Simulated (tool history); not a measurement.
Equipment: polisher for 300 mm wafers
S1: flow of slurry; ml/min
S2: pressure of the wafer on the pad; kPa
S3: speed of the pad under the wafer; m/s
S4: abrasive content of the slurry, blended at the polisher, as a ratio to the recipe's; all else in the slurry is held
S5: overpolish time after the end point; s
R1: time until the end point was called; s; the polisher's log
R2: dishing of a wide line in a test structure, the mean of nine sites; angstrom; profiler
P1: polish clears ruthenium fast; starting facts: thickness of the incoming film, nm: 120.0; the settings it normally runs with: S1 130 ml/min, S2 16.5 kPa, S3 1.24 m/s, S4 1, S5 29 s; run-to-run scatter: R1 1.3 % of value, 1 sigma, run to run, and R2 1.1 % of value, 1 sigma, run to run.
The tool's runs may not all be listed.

run 1 day=0.429 | S1=130 S2=16.5 S3=1.24 S4=1 S5=29 | R1=28.422 R2=757.23
run 2 day=0.808 | S1=205 S2=16.5 S3=1.24 S4=1 S5=29 | R1=27.174 R2=797.72
run 3 day=1.112 | S1=130 S2=16.5 S3=1.24 S4=1 S5=9 | R1=28.69 R2=316.03
run 4 day=1.475 | S1=130 S2=16.5 S3=1.24 S4=1 S5=29 | R1=28.597 R2=766.72
run 5 day=1.854 | S1=130 S2=16.5 S3=1.24 S4=1 S5=29 | R1=28.699 R2=761.28
run 6 day=2.2 | S1=130 S2=16.5 S3=1.9 S4=1 S5=29 | R1=18.52 R2=966.48
run 7 day=2.562 | S1=130 S2=16.5 S3=1.92 S4=1 S5=52 | R1=18.1 R2=1179.4
run 8 day=2.992 | S1=130 S2=16.5 S3=1.24 S4=0.5 S5=29 | R1=40.852 R2=593.4
run 9 day=3.396 | S1=130 S2=16.5 S3=1.24 S4=1 S5=29 | R1=28.609 R2=764.33
run 10 day=3.746 | S1=80 S2=16.5 S3=1.24 S4=1 S5=29 | R1=32.113 R2=702.05
run 11 day=3.975 | S1=130 S2=16.5 S3=1.24 S4=1 S5=29 | R1=28.848 R2=757.38
run 12 day=4.321 | S1=130 S2=16.5 S3=0.7 S4=1 S5=29 | R1=51.935 R2=512.75
run 13 day=4.842 | S1=130 S2=16.5 S3=1.24 S4=1.4 S5=29 | R1=24.696 R2=824.52
-- day=4.879 head pressure recalibrated
run 14 day=5.275 | S1=130 S2=16.5 S3=1.24 S4=1 S5=57 | R1=29.037 R2=1045.1
run 15 day=5.792 | S1=130 S2=9 S3=1.24 S4=1 S5=29 | R1=52.898 R2=498.06
-- day=5.967 slurry blender recalibrated
run 16 day=6.042 | S1=130 S2=24.8 S3=1.24 S4=1 S5=29 | R1=18.861 R2=944.13
run 17 day=6.512 | S1=130 S2=16.5 S3=1.24 S4=1 S5=29 | R1=27.914 R2=762.47
run 18 day=6.775 | S1=130 S2=16.5 S3=1.24 S4=1 S5=29 | R1=28.33 R2=774.68
run 19 day=7.292 | S1=130 S2=16.5 S3=1.24 S4=1 S5=29 | R1=29.667 R2=755.38
run 20 day=7.712 | S1=130 S2=16.5 S3=1.24 S4=1 S5=29 | R1=30.817 R2=733.58
run 21 day=8.129 | S1=130 S2=16.5 S3=1.24 S4=1 S5=29 | R1=30.196 R2=715.95
-- day=8.133 head pressure recalibrated
run 22 day=8.471 | S1=130 S2=16.5 S3=1.24 S4=1 S5=29 | R1=31.459 R2=711.33
-- day=8.883 worn pad replaced by a new one
run 23 day=8.883 | S1=130 S2=16.5 S3=1.24 S4=1 S5=29 | R1=31.219 R2=729.45
run 24 day=9.108 | S1=130 S2=16.5 S3=1.24 S4=1 S5=29 | R1=31.25 R2=721.6
run 25 day=9.338 | S1=130 S2=16.5 S3=1.24 S4=1 S5=29 | R1=31.713 R2=725.26

For run 26, what comes out?
run 26 day=9.767 | S1=130 S2=16.5 S3=1.24 S4=1 S5=29 | R1=? R2=?

R1: 31.391 s
R2: 696.02 angstrom
